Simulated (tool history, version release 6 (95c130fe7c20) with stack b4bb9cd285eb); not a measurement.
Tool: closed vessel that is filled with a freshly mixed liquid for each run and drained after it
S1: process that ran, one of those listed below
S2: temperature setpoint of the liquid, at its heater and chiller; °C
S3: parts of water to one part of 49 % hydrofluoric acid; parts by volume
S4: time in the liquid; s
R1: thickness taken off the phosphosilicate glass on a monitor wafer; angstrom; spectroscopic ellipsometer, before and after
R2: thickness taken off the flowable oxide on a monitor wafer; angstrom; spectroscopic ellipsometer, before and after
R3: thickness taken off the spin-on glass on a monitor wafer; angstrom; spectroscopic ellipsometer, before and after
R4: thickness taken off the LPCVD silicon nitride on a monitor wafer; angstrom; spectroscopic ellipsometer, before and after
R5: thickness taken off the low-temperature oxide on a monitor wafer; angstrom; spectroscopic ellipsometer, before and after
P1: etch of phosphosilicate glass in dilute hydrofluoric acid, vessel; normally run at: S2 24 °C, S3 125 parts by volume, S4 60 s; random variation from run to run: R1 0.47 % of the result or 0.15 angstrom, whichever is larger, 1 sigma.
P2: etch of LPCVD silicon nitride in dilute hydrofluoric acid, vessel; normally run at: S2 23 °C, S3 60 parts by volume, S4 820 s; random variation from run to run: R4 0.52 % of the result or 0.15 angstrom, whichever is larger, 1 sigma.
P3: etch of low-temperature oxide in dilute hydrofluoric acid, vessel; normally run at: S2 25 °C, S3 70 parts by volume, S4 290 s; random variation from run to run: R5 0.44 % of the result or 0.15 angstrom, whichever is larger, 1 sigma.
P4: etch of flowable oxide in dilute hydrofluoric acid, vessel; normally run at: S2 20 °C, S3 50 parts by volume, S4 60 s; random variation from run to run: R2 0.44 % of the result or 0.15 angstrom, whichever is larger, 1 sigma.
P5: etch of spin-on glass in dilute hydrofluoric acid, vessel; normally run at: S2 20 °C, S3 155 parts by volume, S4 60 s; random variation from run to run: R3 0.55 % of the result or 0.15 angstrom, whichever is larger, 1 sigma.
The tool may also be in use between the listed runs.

run	day	S1	S2	S3	S4	R1	R2	R3	R4	R5
1	0.221	P1	24	125	60	417.19				
2	0.354	P1	24	80	105	1219				
3	0.512	P4	24.5	50	60		886.35			
4	0.762	P1	24	125	60	418.39				
5	0.958	P1	24	125	60	422.52				
6	1.196	P1	24	125	60	424.55				
7	1.446	P1	29.5	125	60	518.38				
8	1.612	P5	25.5	155	60			118.16		
9	1.783	P1	19	125	35	202.19				
10	1.904	P2	23	60	820				67.341	
11	2.154	P3	18	70	290					434.13
12	2.358	P4	20	50	115		1411.5			
13	2.479	P1	24	125	60	419.52				
14	2.704	P5	20	255	60			52.801		
15	2.875	P5	20	155	30			46.811		
16	3.071	P2	23	85	820				47.901	
17	3.258	P4	20	50	60		730.99			
18	3.483	P1	24	125	60	420.06				
19	3.683	P3	25	70	290					579.74
20	3.917	P1	24	125	100	700.85				
21	4.108	P1	24	175	60	284.74				
22	4.279	P1	29.5	125	30	259.49				
23	4.442	P3	25	20	290					2184
24	4.596	P5	20	155	60			95.096		
25	4.754	P4	20	70	60		511.98			
26	4.967	P1	24	30	60	1978.5				
27	5.1	P1	17	125	60	317.3				
28	5.271	P2	23	60	820				68.024	
29	5.492	P3	25	70	125					249.12
30	5.712	P2	17	60	820				44.256	
31	5.825	P1	24	125	30	210.44				
32	6.025	P4	20	50	60		739.84			
33	6.15	P2	23	60	1620				134.53	
34	6.312	P1	24	125	60	421.07				
35	6.492	P5	20	155	60			95.212		
36	6.633	P3	25	70	290					580.7
37	6.833	P1	24	125	60	422.54				
38	7.012	P1	24	125	60	415.83				
39	7.271	P1	24	125	60	411.87				
40	7.458	P1	24	125	60	401.85				
41	7.704	P1	24	125	60	397.19				
42	7.838	P1	24	125	60	398.81				
43	8.017	P1	24	125	60	399.38				
44	8.179	P1	24	125	60	397.63				
45	8.396	P1	24	125	60	397.06				
46	8.579	P1	24	125	60	400.28				

What P1 gives has crept away from where it was. These 2 causes fit the log equally well, each at the size given:
A: hydrofluoric acid flow below the setpoint (%) = 4.77
B: liquid colder than its thermometer reads (K) = 1.44
The creep began at about day 6.833.

4 check runs are offered, one wafer each, their results left as question marks. Which one tells the causes apart?
check 1	8.762	P3	25	40	290					?
check 2	8.762	P5	20	245	60			?		
check 3	8.762	P4	23.5	50	95		?			
check 4	8.762	P2	18	60	820				?	

What each check would give under each cause:
check	result	if A	if B
check 1	R5	1002.2	994.14
check 2	R3	51.828	52.122
check 3	R2	1280.5	1270.5
check 4	R4	45.641	43.234
How far apart the two closest causes lie, in the result that separates them most: check 1 0.81 %; check 2 0.57 %; check 3 0.78 %; check 4 5.42 %
Only check 4 tells the causes apart: in the others they would give nearly the same result.

Check 4 was then run and gave: R4 45.775 angstrom. Which cause is it?

It is A: hydrofluoric acid flow below the setpoint (%).
